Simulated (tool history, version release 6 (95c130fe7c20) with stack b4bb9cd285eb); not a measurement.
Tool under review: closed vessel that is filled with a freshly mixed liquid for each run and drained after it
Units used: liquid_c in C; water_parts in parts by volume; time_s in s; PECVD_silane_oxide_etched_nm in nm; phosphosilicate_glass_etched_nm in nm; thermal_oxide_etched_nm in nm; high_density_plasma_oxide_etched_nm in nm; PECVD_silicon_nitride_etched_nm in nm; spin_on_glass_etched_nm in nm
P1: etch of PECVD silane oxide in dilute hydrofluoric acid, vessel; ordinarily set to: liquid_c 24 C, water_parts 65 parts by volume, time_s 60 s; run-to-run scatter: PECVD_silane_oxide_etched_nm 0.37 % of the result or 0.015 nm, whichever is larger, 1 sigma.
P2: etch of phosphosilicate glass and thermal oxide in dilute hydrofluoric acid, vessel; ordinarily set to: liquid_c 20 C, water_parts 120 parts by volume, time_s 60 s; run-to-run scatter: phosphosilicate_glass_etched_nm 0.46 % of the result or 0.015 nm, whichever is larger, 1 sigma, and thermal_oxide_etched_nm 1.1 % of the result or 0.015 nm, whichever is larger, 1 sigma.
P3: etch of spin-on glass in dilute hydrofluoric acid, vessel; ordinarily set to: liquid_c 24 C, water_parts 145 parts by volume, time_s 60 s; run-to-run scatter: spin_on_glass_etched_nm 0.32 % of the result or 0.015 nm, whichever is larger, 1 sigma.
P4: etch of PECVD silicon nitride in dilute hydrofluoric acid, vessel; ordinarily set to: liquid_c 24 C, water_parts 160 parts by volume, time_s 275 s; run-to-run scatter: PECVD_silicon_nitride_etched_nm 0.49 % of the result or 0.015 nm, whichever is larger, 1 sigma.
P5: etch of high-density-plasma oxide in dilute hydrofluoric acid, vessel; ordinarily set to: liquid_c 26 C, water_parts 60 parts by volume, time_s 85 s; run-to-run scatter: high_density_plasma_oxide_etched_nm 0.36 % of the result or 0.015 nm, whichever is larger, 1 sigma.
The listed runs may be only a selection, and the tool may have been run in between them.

run	hour	process	liquid_c	water_parts	time_s	hours since the thermometer was replaced	hours since the hydrofluoric acid flow meter was replaced	PECVD_silane_oxide_etched_nm	phosphosilicate_glass_etched_nm	thermal_oxide_etched_nm	high_density_plasma_oxide_etched_nm	PECVD_silicon_nitride_etched_nm	spin_on_glass_etched_nm
1	5.8	P1	24	65	60	1034.2	238.9	26.45					
2	11	P1	29	65	60	1039.4	244.1	32.487					
3	13.8	P2	26.5	120	60	1042.2	246.9		62.689	2.4715			
4	17	P5	26	60	85	1045.4	250.1				14.381		
5	23.2	P2	20	120	30	1051.6	256.3		24.383	0.95221			
6	28.5	P5	26	100	85	1056.9	261.6				8.2198		
7	34.6	P4	24	160	275	1063	267.7					8.9399	
8	40	P1	24	65	60	1068.4	273.1	26.42					
9	43.7	P2	20	120	60	1072.1	276.8		48.777	1.9559			
10	48.8	P1	24	65	60	1077.2	281.9	26.329					
11	54.9	P3	24	145	30	1083.3	288						7.6152
12	59.8	P4	24	80	275	1088.2	292.9					17.771	
13	65.9	P5	26	60	85	1094.3	299				14.446		
14	68.9	P1	24	65	60	1097.3	302	26.46					
15	74.3	P1	30.5	65	30	1102.7	307.4	17.293					
16	78.7	P1	24	65	60	1107.1	311.8	26.526					
17	83.9	P5	26	60	155	1112.3	317				26.203		
18	89.6	P2	20	35	60	1118	322.7		183.65	7.2463			
19	95	P3	24	145	60	1123.4	328.1						15.081
20	99.8	P3	19.5	145	60	1128.2	332.9						12.7
21	105	P1	20	65	60	1133.4	338.1	22.454					
22	108.7	P1	24	65	90	1137.1	341.8	39.659					
23	112.9	P1	24	35	60	1141.3	346	51.534					
24	118.2	P1	24	65	30	1146.6	351.3	13.289					
25	122.3	P5	32.5	60	85	1150.7	355.4				18.737		
26	127.4	P4	32	160	275	1155.8	360.5					14.656	
27	133.5	P4	24	160	275	1161.9	366.6					8.9528	
28	136.8	P1	24	100	60	1165.2	369.9	16.466					
29	140.3	P3	24	60	60	1168.7	373.4						40.71
30	143	P1	24	65	60	1171.4	376.1	26.412					
31	148.1	P4	24	160	410	1176.5	381.2					13.246	
32	151.3	P1	24	65	60	1179.7	384.4	26.425					
33	154.7	P1	24	65	60	1183.1	387.8	25.899					
34	157.5	P1	24	65	60	1185.9	390.6	25.532					
35	162.2	P1	24	65	60	1190.6	395.3	25.265					
36	165	P1	24	65	60	1193.4	398.1	24.974					
37	168.1	P1	24	65	60	1196.5	401.2	24.951					
38	173.1	P1	24	65	60	1201.5	406.2	24.791					

What will run 39 give?
39	177.7	P1	24	65	60	1206.1	410.8	?					

PECVD_silane_oxide_etched_nm: 24.87 nm

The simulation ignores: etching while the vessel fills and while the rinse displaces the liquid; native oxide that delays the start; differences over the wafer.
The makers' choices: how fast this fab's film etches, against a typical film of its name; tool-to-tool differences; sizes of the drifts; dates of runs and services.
